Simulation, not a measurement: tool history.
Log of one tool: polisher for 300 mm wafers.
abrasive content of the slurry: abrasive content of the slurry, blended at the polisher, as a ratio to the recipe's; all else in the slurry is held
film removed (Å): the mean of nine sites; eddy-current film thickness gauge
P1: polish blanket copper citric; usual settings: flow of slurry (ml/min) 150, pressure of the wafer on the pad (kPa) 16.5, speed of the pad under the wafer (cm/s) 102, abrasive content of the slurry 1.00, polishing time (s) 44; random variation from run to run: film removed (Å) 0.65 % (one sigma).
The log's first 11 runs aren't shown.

run,day,flow of slurry (ml/min),pressure of the wafer on the pad (kPa),speed of the pad under the wafer (cm/s),abrasive content of the slurry,polishing time (s),wafers polished on this pad,hours since the slurry nozzle was cleaned,hours since the head pressure was calibrated,hours since the slurry blender was calibrated,film removed (Å)
12,5.754,150,16.5,46,1.00,55,2212,98.0,426.2,279.4,519.41
13,6.038,150,16.5,102,1.00,44,2282,104.8,433.0,286.2,882.58
14,6.562,150,16.5,154,1.00,44,2412,117.4,445.6,298.8,1321.10
15,6.929,150,16.5,102,1.00,44,2504,126.2,454.4,307.6,886.91
16,7.458,95,16.5,102,1.00,44,2635,138.9,467.1,320.3,795.99
17,7.975,150,16.5,102,1.00,44,2763,151.3,479.5,332.7,885.40
18,8.375,150,16.5,140,1.00,24,2862,160.9,489.1,342.3,656.14
19,8.733,150,16.5,102,1.00,44,2951,169.5,497.7,350.9,873.61
20,9.088,150,16.5,102,1.00,44,3039,178.0,506.2,359.4,882.69
21,9.475,150,16.5,102,1.00,44,3135,187.3,515.5,368.7,869.01
22,9.846,150,16.5,102,1.00,44,3227,196.2,524.4,377.6,843.24
23,10.221,150,16.5,102,1.00,44,3320,205.2,533.4,386.6,838.29
24,10.671,150,16.5,102,1.00,44,3432,216.0,544.2,397.4,819.76

The next listed run, before its measurement:
# day 10.862: head pressure recalibrated
25,11.271,150,16.5,102,1.00,44,3581,230.4,9.8,411.8,?

film removed (Å): 811.35
